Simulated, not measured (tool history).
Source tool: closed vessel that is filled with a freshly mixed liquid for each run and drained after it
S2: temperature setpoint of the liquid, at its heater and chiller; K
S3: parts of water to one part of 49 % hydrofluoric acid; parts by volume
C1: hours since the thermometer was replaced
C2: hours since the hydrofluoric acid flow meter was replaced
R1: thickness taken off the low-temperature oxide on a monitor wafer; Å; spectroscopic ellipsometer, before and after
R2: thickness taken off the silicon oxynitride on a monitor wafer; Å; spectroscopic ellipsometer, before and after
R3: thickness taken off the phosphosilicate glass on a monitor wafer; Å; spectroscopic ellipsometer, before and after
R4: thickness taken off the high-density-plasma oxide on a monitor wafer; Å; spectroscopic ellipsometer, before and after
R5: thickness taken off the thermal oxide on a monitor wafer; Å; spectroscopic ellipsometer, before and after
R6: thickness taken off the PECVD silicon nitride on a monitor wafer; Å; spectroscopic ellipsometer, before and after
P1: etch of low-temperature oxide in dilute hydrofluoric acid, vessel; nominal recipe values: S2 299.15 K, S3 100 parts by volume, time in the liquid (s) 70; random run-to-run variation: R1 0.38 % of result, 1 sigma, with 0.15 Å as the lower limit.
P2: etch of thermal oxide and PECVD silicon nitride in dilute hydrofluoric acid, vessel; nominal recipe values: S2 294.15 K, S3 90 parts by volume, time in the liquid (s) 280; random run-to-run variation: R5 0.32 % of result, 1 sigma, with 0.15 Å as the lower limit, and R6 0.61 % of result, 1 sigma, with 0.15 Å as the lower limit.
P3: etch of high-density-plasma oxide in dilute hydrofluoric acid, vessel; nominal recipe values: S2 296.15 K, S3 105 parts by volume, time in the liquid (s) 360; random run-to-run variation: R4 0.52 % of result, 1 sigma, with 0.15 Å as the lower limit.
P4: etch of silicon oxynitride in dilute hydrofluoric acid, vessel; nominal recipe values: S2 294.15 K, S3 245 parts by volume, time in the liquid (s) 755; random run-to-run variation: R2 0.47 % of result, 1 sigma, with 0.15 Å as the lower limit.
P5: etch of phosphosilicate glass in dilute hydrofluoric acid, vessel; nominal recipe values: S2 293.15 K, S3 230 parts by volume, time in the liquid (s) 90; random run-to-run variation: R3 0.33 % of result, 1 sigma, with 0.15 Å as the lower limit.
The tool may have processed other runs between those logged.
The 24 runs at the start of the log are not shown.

Run 25, hour 226.7: process that ran P1, S2 294.15 K, S3 100 parts by volume, time in the liquid (s) 70; C1 1204.6; C2 681.8. Result: R1 78.279 Å.
Run 26, hour 235.6: process that ran P1, S2 299.15 K, S3 100 parts by volume, time in the liquid (s) 70; C1 1213.5; C2 690.7. Result: R1 95.447 Å.
Run 27, hour 245.3: process that ran P3, S2 301.65 K, S3 105 parts by volume, time in the liquid (s) 360; C1 1223.2; C2 700.4. Result: R4 218.840 Å.
Run 28, hour 250.6: process that ran P1, S2 299.15 K, S3 60 parts by volume, time in the liquid (s) 70; C1 1228.5; C2 705.7. Result: R1 166.720 Å.
Run 29, hour 258.2: process that ran P2, S2 294.15 K, S3 90 parts by volume, time in the liquid (s) 280; C1 1236.1; C2 713.3. Result: R5 131.73 Å, R6 47.509 Å.
Run 30, hour 263.2: process that ran P5, S2 293.15 K, S3 350 parts by volume, time in the liquid (s) 90; C1 1241.1; C2 718.3. Result: R3 138.250 Å.
Run 31, hour 272.2: process that ran P1, S2 299.15 K, S3 100 parts by volume, time in the liquid (s) 70; C1 1250.1; C2 727.3. Result: R1 95.957 Å.
Run 32, hour 281.6: process that ran P1, S2 294.15 K, S3 100 parts by volume, time in the liquid (s) 30; C1 1259.5; C2 736.7. Result: R1 33.641 Å.
Run 33, hour 287.3: process that ran P3, S2 296.15 K, S3 105 parts by volume, time in the liquid (s) 60; C1 1265.2; C2 742.4. Result: R4 29.709 Å.
Run 34, hour 293.5: process that ran P1, S2 299.15 K, S3 100 parts by volume, time in the liquid (s) 70; C1 1271.4; C2 748.6. Result: R1 94.728 Å.
Run 35, hour 302.2: process that ran P1, S2 299.15 K, S3 100 parts by volume, time in the liquid (s) 70; C1 1280.1; C2 757.3. Result: R1 97.950 Å.
Run 36, hour 311.2: process that ran P1, S2 299.15 K, S3 100 parts by volume, time in the liquid (s) 70; C1 1289.1; C2 766.3. Result: R1 100.130 Å.
Run 37, hour 320.0: process that ran P1, S2 299.15 K, S3 100 parts by volume, time in the liquid (s) 70; C1 1297.9; C2 775.1. Result: R1 101.300 Å.
Run 38, hour 329.3: process that ran P1, S2 299.15 K, S3 100 parts by volume, time in the liquid (s) 70; C1 1307.2; C2 784.4. Result: R1 101.680 Å.
Run 39, hour 339.7: process that ran P1, S2 299.15 K, S3 100 parts by volume, time in the liquid (s) 70; C1 1317.6; C2 794.8. Result: R1 101.870 Å.
Run 40, hour 349.8: process that ran P1, S2 299.15 K, S3 100 parts by volume, time in the liquid (s) 70; C1 1327.7; C2 804.9. Result: R1 102.970 Å.
Run 41, hour 357.9: process that ran P1, S2 299.15 K, S3 100 parts by volume, time in the liquid (s) 70; C1 1335.8; C2 813.0. Result: R1 101.910 Å.
Run 42, hour 366.4: process that ran P1, S2 299.15 K, S3 100 parts by volume, time in the liquid (s) 70; C1 1344.3; C2 821.5. Result: R1 101.980 Å.

Predict the results of run 43:
Run 43, hour 372.5: process that ran P1, S2 299.15 K, S3 100 parts by volume, time in the liquid (s) 70; C1 1350.4; C2 827.6. Result: R1 ?.

Run 43 produced R1 103.540 Å.
